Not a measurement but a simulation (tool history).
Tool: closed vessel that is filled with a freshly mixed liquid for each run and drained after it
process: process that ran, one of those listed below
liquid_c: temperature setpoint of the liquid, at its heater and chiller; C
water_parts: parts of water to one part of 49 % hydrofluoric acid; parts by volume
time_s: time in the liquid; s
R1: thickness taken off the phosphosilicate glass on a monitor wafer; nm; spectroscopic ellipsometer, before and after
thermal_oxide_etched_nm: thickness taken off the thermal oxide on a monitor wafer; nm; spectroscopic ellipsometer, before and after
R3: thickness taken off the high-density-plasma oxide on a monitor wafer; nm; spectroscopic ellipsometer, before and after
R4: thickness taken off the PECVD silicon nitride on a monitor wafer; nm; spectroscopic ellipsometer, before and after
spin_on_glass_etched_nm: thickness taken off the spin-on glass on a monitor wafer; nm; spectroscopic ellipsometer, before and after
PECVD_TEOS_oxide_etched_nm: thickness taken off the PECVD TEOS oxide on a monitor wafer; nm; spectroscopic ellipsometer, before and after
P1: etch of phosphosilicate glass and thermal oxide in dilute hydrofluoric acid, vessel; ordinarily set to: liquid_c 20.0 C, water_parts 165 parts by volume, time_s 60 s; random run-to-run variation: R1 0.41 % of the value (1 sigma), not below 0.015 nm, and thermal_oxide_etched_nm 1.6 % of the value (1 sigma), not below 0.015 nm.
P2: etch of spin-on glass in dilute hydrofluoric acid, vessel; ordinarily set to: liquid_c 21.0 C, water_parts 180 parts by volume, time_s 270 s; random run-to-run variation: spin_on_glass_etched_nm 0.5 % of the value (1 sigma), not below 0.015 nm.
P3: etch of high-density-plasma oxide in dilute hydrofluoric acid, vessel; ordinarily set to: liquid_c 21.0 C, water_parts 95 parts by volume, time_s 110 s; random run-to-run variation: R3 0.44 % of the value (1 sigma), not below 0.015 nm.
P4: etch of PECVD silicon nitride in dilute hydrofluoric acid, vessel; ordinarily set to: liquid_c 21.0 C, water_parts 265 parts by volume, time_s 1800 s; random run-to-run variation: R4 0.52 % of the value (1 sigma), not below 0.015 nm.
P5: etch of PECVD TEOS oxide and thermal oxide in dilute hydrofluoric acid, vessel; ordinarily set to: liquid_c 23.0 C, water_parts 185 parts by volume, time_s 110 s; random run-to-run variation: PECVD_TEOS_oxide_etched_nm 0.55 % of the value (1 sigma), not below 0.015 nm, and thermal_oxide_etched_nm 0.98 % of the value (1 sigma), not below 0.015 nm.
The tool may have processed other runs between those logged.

{"run": 1, "hour": 4.9, "process": "P1", "liquid_c": 20.0, "water_parts": 165, "time_s": 60, "R1": 24.916, "thermal_oxide_etched_nm": 1.4093}
{"run": 2, "hour": 11.0, "process": "P3", "liquid_c": 21.0, "water_parts": 95, "time_s": 110, "R3": 7.5328}
{"run": 3, "hour": 16.4, "process": "P3", "liquid_c": 17.0, "water_parts": 95, "time_s": 110, "R3": 6.4302}
{"run": 4, "hour": 20.4, "process": "P1", "liquid_c": 24.0, "water_parts": 165, "time_s": 60, "R1": 29.097, "thermal_oxide_etched_nm": 1.6424}
{"run": 5, "hour": 28.6, "process": "P1", "liquid_c": 20.0, "water_parts": 165, "time_s": 115, "R1": 47.758, "thermal_oxide_etched_nm": 2.8168}
{"run": 6, "hour": 32.5, "process": "P1", "liquid_c": 20.0, "water_parts": 165, "time_s": 30, "R1": 12.439, "thermal_oxide_etched_nm": 0.69756}
{"run": 7, "hour": 37.3, "process": "P4", "liquid_c": 17.0, "water_parts": 265, "time_s": 1800, "R4": 10.472}
{"run": 8, "hour": 43.6, "process": "P1", "liquid_c": 20.0, "water_parts": 165, "time_s": 60, "R1": 24.861, "thermal_oxide_etched_nm": 1.4349}
{"run": 9, "hour": 49.0, "process": "P2", "liquid_c": 21.0, "water_parts": 110, "time_s": 270, "spin_on_glass_etched_nm": 70.591}
{"run": 10, "hour": 56.2, "process": "P5", "liquid_c": 23.0, "water_parts": 70, "time_s": 110, "thermal_oxide_etched_nm": 7.2752, "PECVD_TEOS_oxide_etched_nm": 14.224}
{"run": 11, "hour": 63.3, "process": "P3", "liquid_c": 21.0, "water_parts": 95, "time_s": 30, "R3": 2.0718}
{"run": 12, "hour": 70.4, "process": "P1", "liquid_c": 17.0, "water_parts": 165, "time_s": 60, "R1": 21.932, "thermal_oxide_etched_nm": 1.2813}
{"run": 13, "hour": 74.0, "process": "P1", "liquid_c": 20.0, "water_parts": 45, "time_s": 60, "R1": 103.91, "thermal_oxide_etched_nm": 6.1086}
{"run": 14, "hour": 78.2, "process": "P1", "liquid_c": 20.0, "water_parts": 165, "time_s": 60, "R1": 24.815, "thermal_oxide_etched_nm": 1.4082}
{"run": 15, "hour": 83.5, "process": "P1", "liquid_c": 20.0, "water_parts": 165, "time_s": 60, "R1": 24.788, "thermal_oxide_etched_nm": 1.4121}
{"run": 16, "hour": 88.8, "process": "P3", "liquid_c": 21.0, "water_parts": 25, "time_s": 110, "R3": 31.267}
{"run": 17, "hour": 93.2, "process": "P1", "liquid_c": 23.5, "water_parts": 285, "time_s": 60, "R1": 14.545, "thermal_oxide_etched_nm": 0.82221}
{"run": 18, "hour": 97.8, "process": "P1", "liquid_c": 20.0, "water_parts": 265, "time_s": 60, "R1": 14.01, "thermal_oxide_etched_nm": 0.80098}
{"run": 19, "hour": 103.2, "process": "P5", "liquid_c": 23.0, "water_parts": 185, "time_s": 110, "thermal_oxide_etched_nm": 2.4906, "PECVD_TEOS_oxide_etched_nm": 4.701}
{"run": 20, "hour": 107.6, "process": "P4", "liquid_c": 21.0, "water_parts": 170, "time_s": 1800, "R4": 20.93}
{"run": 21, "hour": 112.7, "process": "P2", "liquid_c": 21.0, "water_parts": 180, "time_s": 270, "spin_on_glass_etched_nm": 40.057}
{"run": 22, "hour": 119.4, "process": "P4", "liquid_c": 21.0, "water_parts": 265, "time_s": 55, "R4": 0.41915}
{"run": 23, "hour": 125.8, "process": "P1", "liquid_c": 27.5, "water_parts": 165, "time_s": 95, "R1": 52.372, "thermal_oxide_etched_nm": 2.9583}
{"run": 24, "hour": 133.7, "process": "P5", "liquid_c": 17.0, "water_parts": 185, "time_s": 110, "thermal_oxide_etched_nm": 1.9425, "PECVD_TEOS_oxide_etched_nm": 3.7069}
{"run": 25, "hour": 141.2, "process": "P2", "liquid_c": 21.0, "water_parts": 180, "time_s": 80, "spin_on_glass_etched_nm": 11.928}
{"run": 26, "hour": 146.1, "process": "P4", "liquid_c": 21.0, "water_parts": 265, "time_s": 1800, "R4": 13.727}
{"run": 27, "hour": 150.6, "process": "P5", "liquid_c": 23.0, "water_parts": 185, "time_s": 160, "thermal_oxide_etched_nm": 3.4646, "PECVD_TEOS_oxide_etched_nm": 6.7724}
{"run": 28, "hour": 158.1, "process": "P2", "liquid_c": 28.0, "water_parts": 180, "time_s": 270, "spin_on_glass_etched_nm": 51.636}
{"run": 29, "hour": 162.5, "process": "P5", "liquid_c": 23.0, "water_parts": 185, "time_s": 110, "thermal_oxide_etched_nm": 2.4304, "PECVD_TEOS_oxide_etched_nm": 4.701}
{"run": 30, "hour": 168.8, "process": "P1", "liquid_c": 20.0, "water_parts": 165, "time_s": 60, "R1": 24.928, "thermal_oxide_etched_nm": 1.3808}
{"run": 31, "hour": 172.7, "process": "P1", "liquid_c": 20.0, "water_parts": 165, "time_s": 60, "R1": 25.267, "thermal_oxide_etched_nm": 1.4693}
{"run": 32, "hour": 177.3, "process": "P1", "liquid_c": 20.0, "water_parts": 165, "time_s": 60, "R1": 25.688, "thermal_oxide_etched_nm": 1.4134}
{"run": 33, "hour": 181.6, "process": "P1", "liquid_c": 20.0, "water_parts": 165, "time_s": 60, "R1": 25.725, "thermal_oxide_etched_nm": 1.4993}
{"run": 34, "hour": 189.8, "process": "P1", "liquid_c": 20.0, "water_parts": 165, "time_s": 60, "R1": 26.349, "thermal_oxide_etched_nm": 1.4613}
{"run": 35, "hour": 196.6, "process": "P1", "liquid_c": 20.0, "water_parts": 165, "time_s": 60, "R1": 26.247, "thermal_oxide_etched_nm": 1.5156}
{"run": 36, "hour": 201.8, "process": "P1", "liquid_c": 20.0, "water_parts": 165, "time_s": 60, "R1": 26.394, "thermal_oxide_etched_nm": 1.5029}
{"run": 37, "hour": 205.5, "process": "P1", "liquid_c": 20.0, "water_parts": 165, "time_s": 60, "R1": 26.402, "thermal_oxide_etched_nm": 1.5449}
{"run": 38, "hour": 213.9, "process": "P1", "liquid_c": 20.0, "water_parts": 165, "time_s": 60, "R1": 26.476, "thermal_oxide_etched_nm": 1.5199}
{"run": 39, "hour": 219.9, "process": "P1", "liquid_c": 20.0, "water_parts": 165, "time_s": 60, "R1": 26.708, "thermal_oxide_etched_nm": 1.5414}
{"run": 40, "hour": 226.4, "process": "P1", "liquid_c": 20.0, "water_parts": 165, "time_s": 60, "R1": 26.506, "thermal_oxide_etched_nm": 1.5087}

Something has made what P1 gives creep away from where it was; the 2 causes below, each at its own stated size, fit the log equally well:
A: hydrofluoric acid flow above the setpoint (%) = 5.74
B: liquid hotter than its thermometer reads (K) = 1.67
The gradual shift began around hour 168.8.

Question marks stand in for the results of the 4 check runs listed below, each run on one wafer. Under which run would the listed causes show clearly different results?
{"run": "check 1", "hour": 232.9, "process": "P5", "liquid_c": 23.0, "water_parts": 185, "time_s": 110, "thermal_oxide_etched_nm": "?", "PECVD_TEOS_oxide_etched_nm": "?"}
{"run": "check 2", "hour": 232.9, "process": "P4", "liquid_c": 21.0, "water_parts": 265, "time_s": 1800, "R4": "?"}
{"run": "check 3", "hour": 232.9, "process": "P2", "liquid_c": 21.0, "water_parts": 180, "time_s": 270, "spin_on_glass_etched_nm": "?"}
{"run": "check 4", "hour": 232.9, "process": "P3", "liquid_c": 21.0, "water_parts": 95, "time_s": 110, "R3": "?"}

If the cause were each of the candidates in turn, the checks would give the following:
check=check_1 result=thermal_oxide_etched_nm if_A=2.60010 if_B=2.58940
check=check_1 result=PECVD_TEOS_oxide_etched_nm if_A=5.0152 if_B=4.9945
check=check_2 result=R4 if_A=14.39500 if_B=15.14800
check=check_3 result=spin_on_glass_etched_nm if_A=42.679 if_B=42.598
check=check_4 result=R3 if_A=8.0377 if_B=8.0851
How far apart the two closest causes lie, in the result that separates them most: check 1 0.41 %; check 2 5.1 %; check 3 0.19 %; check 4 0.59 %
Of the check runs offered, only check 2 discriminates between the causes; the rest would read about the same regardless of which cause applies.

Then check 2 was run and gave: R4 14.47800 nm. Which cause is it?

It was cause A: hydrofluoric acid flow above the setpoint (%).

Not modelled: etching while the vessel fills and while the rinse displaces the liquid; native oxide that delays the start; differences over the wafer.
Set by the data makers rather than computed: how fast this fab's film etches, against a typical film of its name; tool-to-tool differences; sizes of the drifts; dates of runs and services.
